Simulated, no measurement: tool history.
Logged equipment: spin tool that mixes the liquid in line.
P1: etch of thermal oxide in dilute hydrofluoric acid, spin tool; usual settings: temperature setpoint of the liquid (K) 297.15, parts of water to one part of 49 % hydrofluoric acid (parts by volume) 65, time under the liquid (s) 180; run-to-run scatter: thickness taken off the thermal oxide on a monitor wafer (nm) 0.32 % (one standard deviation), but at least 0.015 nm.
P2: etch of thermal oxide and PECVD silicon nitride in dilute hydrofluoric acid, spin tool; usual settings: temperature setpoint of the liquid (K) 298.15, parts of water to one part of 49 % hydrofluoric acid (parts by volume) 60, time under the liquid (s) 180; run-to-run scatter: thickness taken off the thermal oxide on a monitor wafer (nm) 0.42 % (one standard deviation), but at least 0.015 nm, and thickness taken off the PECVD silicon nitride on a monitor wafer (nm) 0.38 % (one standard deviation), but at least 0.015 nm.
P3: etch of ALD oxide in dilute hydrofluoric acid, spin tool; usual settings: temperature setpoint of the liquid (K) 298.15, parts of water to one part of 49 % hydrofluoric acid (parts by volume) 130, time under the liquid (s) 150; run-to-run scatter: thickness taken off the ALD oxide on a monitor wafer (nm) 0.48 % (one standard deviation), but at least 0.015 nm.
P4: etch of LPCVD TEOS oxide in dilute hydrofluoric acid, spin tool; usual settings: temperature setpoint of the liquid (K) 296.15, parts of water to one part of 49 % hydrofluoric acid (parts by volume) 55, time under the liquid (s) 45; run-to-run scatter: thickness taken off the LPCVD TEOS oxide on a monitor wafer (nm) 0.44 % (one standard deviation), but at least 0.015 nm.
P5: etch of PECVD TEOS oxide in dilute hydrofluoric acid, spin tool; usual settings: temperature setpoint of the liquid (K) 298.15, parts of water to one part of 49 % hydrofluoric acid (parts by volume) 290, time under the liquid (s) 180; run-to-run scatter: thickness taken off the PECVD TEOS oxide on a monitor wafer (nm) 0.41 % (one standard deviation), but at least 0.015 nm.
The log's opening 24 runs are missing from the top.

run,hour,process that ran,temperature setpoint of the liquid (K),parts of water to one part of 49 % hydrofluoric acid (parts by volume),time under the liquid (s),thickness taken off the thermal oxide on a monitor wafer (nm),thickness taken off the ALD oxide on a monitor wafer (nm),thickness taken off the PECVD TEOS oxide on a monitor wafer (nm),thickness taken off the PECVD silicon nitride on a monitor wafer (nm),thickness taken off the LPCVD TEOS oxide on a monitor wafer (nm)
25,341.8,P1,297.15,30,180,31.7320,,,,
26,359.3,P1,297.15,65,180,14.0510,,,,
27,373.6,P5,298.15,70,180,,,42.2410,,
28,390.5,P4,296.15,55,15,,,,,7.7592
29,399.1,P3,298.15,130,150,,18.663,,,
30,413.2,P1,297.15,65,285,22.2670,,,,
31,428.3,P1,297.15,65,180,14.0560,,,,
32,442.3,P2,298.15,60,60,5.0604,,,2.7749,
33,453.8,P1,297.15,65,180,14.1540,,,,
34,470.1,P4,296.15,20,45,,,,,66.9460
35,487.6,P1,297.15,65,180,14.0670,,,,
36,504.0,P1,297.15,65,180,14.5720,,,,
37,514.9,P1,297.15,65,180,14.7690,,,,
38,528.4,P1,297.15,65,180,14.8670,,,,
39,538.2,P1,297.15,65,180,14.9740,,,,
40,553.3,P1,297.15,65,180,15.1110,,,,

What will run 41 give?
41,565.6,P1,297.15,65,180,?,,,,

Run 41 gave thickness taken off the thermal oxide on a monitor wafer (nm) 14.9990.
